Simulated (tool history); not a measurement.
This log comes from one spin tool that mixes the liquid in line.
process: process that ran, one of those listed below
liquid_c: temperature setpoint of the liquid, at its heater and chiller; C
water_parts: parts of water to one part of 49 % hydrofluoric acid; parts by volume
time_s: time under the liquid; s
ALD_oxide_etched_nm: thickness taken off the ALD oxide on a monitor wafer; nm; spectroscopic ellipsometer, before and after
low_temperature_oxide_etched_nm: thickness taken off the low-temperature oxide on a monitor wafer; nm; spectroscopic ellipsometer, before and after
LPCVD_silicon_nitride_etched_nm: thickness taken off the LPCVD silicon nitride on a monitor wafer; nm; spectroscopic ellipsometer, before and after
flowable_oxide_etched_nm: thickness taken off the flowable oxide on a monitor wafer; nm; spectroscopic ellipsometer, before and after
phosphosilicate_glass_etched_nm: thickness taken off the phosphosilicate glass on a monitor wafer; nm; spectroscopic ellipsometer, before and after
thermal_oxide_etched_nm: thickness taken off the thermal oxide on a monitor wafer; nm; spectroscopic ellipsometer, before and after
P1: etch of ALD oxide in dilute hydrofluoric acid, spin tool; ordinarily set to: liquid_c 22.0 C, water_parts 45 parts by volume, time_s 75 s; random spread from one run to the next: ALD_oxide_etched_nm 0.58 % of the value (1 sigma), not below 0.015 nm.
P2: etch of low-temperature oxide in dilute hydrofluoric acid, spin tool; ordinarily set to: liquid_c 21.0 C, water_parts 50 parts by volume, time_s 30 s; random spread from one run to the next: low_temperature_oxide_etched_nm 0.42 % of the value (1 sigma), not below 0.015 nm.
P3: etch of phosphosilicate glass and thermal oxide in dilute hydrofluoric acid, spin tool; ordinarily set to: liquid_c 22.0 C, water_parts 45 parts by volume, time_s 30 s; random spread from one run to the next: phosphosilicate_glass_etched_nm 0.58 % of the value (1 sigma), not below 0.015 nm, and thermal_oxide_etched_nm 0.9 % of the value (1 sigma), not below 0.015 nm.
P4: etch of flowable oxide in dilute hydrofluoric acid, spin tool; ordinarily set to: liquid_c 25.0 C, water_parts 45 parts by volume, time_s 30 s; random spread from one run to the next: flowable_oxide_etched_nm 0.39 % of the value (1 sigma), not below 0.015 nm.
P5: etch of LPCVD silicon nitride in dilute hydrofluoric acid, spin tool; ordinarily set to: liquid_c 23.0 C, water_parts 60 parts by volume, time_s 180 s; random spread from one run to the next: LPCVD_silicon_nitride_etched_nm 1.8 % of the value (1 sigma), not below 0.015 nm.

run	day	process	liquid_c	water_parts	time_s	hours since the thermometer was replaced	hours since the hydrofluoric acid flow meter was replaced	ALD_oxide_etched_nm	low_temperature_oxide_etched_nm	LPCVD_silicon_nitride_etched_nm	flowable_oxide_etched_nm	phosphosilicate_glass_etched_nm	thermal_oxide_etched_nm
1	0.246	P1	22.0	45	75	1470.2	507.9	23.2500					
2	0.417	P2	21.0	50	30	1474.3	512.0		8.4534				
3	0.667	P1	18.0	45	75	1480.3	518.0	19.7890					
4	0.925	P1	22.0	70	75	1486.5	524.2	14.6610					
5	1.104	P2	21.0	50	30	1490.8	528.5		8.3960				
6	1.258	P5	23.0	60	20	1494.5	532.2			0.15655			
7	1.562	P2	21.0	20	30	1501.8	539.5		21.7860				
8	1.708	P1	22.0	45	75	1505.3	543.0	23.4970					
9	1.875	P1	29.0	45	75	1509.3	547.0	31.1010					
10	2.042	P5	23.0	60	180	1513.3	551.0			1.52620			
11	2.242	P1	22.0	45	75	1518.1	555.8	23.3690					
12	2.433	P1	22.0	20	75	1522.7	560.4	54.2970					
13	2.729	P4	25.0	45	30	1529.8	567.5				35.519		
14	2.871	P3	22.0	45	30	1533.2	570.9					39.747	3.0942
15	3.092	P5	17.0	60	180	1538.5	576.2			0.98350			
16	3.292	P2	17.0	50	30	1543.3	581.0		7.0479				
17	3.442	P4	25.0	45	45	1546.9	584.6				52.834		
18	3.600	P2	21.0	50	55	1550.7	588.4		15.4780				
19	3.829	P1	29.5	45	40	1556.2	593.9	16.8870					
# day 3.967: thermometer replaced
20	4.033	P4	33.0	45	30	1.7	598.8				48.591		
21	4.225	P3	22.0	60	30	6.3	603.4					29.376	2.2303
22	4.388	P4	25.0	45	30	10.2	607.3				35.427		
23	4.638	P5	23.0	60	180	16.2	613.3			1.51360			
24	4.908	P1	22.0	45	75	22.7	619.8	23.3240					
25	5.133	P1	22.0	45	15	28.1	625.2	4.6745					
26	5.338	P1	22.0	45	75	33.0	630.1	23.1420					
27	5.492	P1	22.0	45	125	36.7	633.8	38.7710					
28	5.696	P1	22.0	45	75	41.6	638.7	23.1900					
29	5.967	P4	25.0	25	30	48.1	645.2				65.126		
30	6.229	P5	23.0	110	180	54.4	651.5			0.80349			
31	6.521	P3	29.0	45	30	61.4	658.5					52.619	4.0706
32	6.733	P3	22.0	45	60	66.5	663.6					79.827	5.9861
33	6.954	P1	22.0	45	75	71.8	668.9	23.1860					
34	7.142	P1	22.0	45	75	76.3	673.4	23.6960					
35	7.454	P1	22.0	45	75	83.8	680.9	24.4030					
36	7.679	P1	22.0	45	75	89.2	686.3	24.8040					
37	7.971	P1	22.0	45	75	96.2	693.3	25.0620					
38	8.138	P1	22.0	45	75	100.2	697.3	25.1100					
39	8.388	P1	22.0	45	75	106.2	703.3	25.6140					
40	8.712	P1	22.0	45	75	114.0	711.1	25.3580					
41	8.929	P1	22.0	45	75	119.2	716.3	25.2270					
42	9.121	P1	22.0	45	75	123.8	720.9	25.7410					
43	9.342	P1	22.0	45	75	129.1	726.2	25.5330					

P1 no longer gives what it gave before; its output has crept away from where it was. The following 2 causes, each at its listed size, fit the log equally well:
A: hydrofluoric acid flow above the setpoint (%) = 9.32
B: liquid hotter than its thermometer reads (K) = 2.26
The onset of the drift is placed at about day 6.954.

The list below offers 4 check runs, each averaging the results of 5 wafers, and shows each result as a question mark. For which of them would the listed causes give clearly different results?
check 1	9.562	P3	22.0	45	30							?	?
check 2	9.562	P5	23.0	60	180					?			
check 3	9.562	P2	21.0	50	30				?				
check 4	9.562	P4	25.0	45	30						?		

Predicted outcomes, by check and by cause:
check	result	if A	if B
check 1	phosphosilicate_glass_etched_nm	43.727	43.725
check 1	thermal_oxide_etched_nm	3.3286	3.3284
check 2	LPCVD_silicon_nitride_etched_nm	1.64890	1.75820
check 3	low_temperature_oxide_etched_nm	9.2377	9.2385
check 4	flowable_oxide_etched_nm	38.802	38.701
Distance between the nearest two causes, measured in the result of the check that separates them most: check 1 0.01 %; check 2 6.42 %; check 3 0.01 %; check 4 0.26 %
Check 2 is the one run that separates the causes; every other check would come out nearly the same whichever cause is at work.

Here is what check 2 returned: LPCVD_silicon_nitride_etched_nm 1.67400 nm. Which cause is it?

It was cause A: hydrofluoric acid flow above the setpoint (%).

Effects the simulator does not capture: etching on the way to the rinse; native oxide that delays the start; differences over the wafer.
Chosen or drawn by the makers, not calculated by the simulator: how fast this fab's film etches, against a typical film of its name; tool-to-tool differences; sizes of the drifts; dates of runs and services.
